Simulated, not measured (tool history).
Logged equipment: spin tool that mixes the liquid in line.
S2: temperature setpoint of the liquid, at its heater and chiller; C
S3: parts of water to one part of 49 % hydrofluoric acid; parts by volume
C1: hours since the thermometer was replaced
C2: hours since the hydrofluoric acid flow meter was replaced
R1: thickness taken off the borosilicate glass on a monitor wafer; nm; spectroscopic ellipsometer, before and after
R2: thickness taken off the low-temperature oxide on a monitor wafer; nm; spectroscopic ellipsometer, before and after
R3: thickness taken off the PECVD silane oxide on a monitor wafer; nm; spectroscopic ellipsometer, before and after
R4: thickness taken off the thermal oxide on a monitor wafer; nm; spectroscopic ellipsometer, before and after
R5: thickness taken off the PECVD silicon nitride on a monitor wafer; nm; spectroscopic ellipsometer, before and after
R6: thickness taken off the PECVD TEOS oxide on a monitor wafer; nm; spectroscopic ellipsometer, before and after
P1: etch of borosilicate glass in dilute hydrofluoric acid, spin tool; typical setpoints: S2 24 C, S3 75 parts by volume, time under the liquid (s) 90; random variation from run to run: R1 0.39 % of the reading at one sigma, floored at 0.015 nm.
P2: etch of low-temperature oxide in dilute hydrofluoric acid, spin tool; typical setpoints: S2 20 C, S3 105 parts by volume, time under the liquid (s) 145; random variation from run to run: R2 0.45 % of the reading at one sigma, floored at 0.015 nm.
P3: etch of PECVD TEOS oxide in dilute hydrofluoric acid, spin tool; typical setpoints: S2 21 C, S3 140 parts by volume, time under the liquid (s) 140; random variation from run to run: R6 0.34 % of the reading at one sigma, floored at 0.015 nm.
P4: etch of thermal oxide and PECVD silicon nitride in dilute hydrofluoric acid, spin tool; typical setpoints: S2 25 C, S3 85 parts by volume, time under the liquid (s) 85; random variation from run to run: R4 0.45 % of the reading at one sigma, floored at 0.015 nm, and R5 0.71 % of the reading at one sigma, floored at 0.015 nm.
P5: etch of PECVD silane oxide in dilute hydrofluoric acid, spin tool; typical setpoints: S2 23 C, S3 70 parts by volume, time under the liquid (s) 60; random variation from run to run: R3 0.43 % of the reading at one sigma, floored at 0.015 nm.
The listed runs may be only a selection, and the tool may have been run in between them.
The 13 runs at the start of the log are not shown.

At day 2.475: hydrofluoric acid flow meter replaced.
Run 14, day 2.579: process that ran P5, S2 17 C, S3 70 parts by volume, time under the liquid (s) 60; C1 246.9; C2 2.6. Result: R3 29.621 nm.
Run 15, day 2.804: process that ran P5, S2 23 C, S3 40 parts by volume, time under the liquid (s) 60; C1 252.3; C2 8. Result: R3 68.582 nm.
Run 16, day 2.929: process that ran P1, S2 24 C, S3 75 parts by volume, time under the liquid (s) 90; C1 255.3; C2 11. Result: R1 28.03 nm.
Run 17, day 3.125: process that ran P4, S2 25 C, S3 85 parts by volume, time under the liquid (s) 85; C1 260; C2 15.7. Result: R4 4.6987 nm, R5 3.4847 nm.
Run 18, day 3.329: process that ran P1, S2 24 C, S3 75 parts by volume, time under the liquid (s) 90; C1 264.9; C2 20.6. Result: R1 28.066 nm.
Run 19, day 3.471: process that ran P3, S2 21 C, S3 245 parts by volume, time under the liquid (s) 140; C1 268.3; C2 24. Result: R6 4.5341 nm.
Run 20, day 3.692: process that ran P1, S2 24 C, S3 75 parts by volume, time under the liquid (s) 90; C1 273.6; C2 29.3. Result: R1 27.683 nm.
Run 21, day 3.912: process that ran P1, S2 24 C, S3 75 parts by volume, time under the liquid (s) 90; C1 278.9; C2 34.6. Result: R1 27.872 nm.
At day 4.075: thermometer replaced.
Run 22, day 4.146: process that ran P1, S2 24 C, S3 75 parts by volume, time under the liquid (s) 170; C1 1.7; C2 40.2. Result: R1 52.926 nm.
Run 23, day 4.304: process that ran P5, S2 23 C, S3 70 parts by volume, time under the liquid (s) 60; C1 5.5; C2 44. Result: R3 37.586 nm.
Run 24, day 4.521: process that ran P1, S2 17 C, S3 75 parts by volume, time under the liquid (s) 90; C1 10.7; C2 49.2. Result: R1 20.848 nm.

Run 25 has not been measured yet. What should we expect?
Run 25, day 4.729: process that ran P4, S2 25 C, S3 85 parts by volume, time under the liquid (s) 85; C1 15.7; C2 54.2. Result: R4 ?, R5 ?.

{"run 25": {"R4": 4.7158, "R5": 3.4744}}

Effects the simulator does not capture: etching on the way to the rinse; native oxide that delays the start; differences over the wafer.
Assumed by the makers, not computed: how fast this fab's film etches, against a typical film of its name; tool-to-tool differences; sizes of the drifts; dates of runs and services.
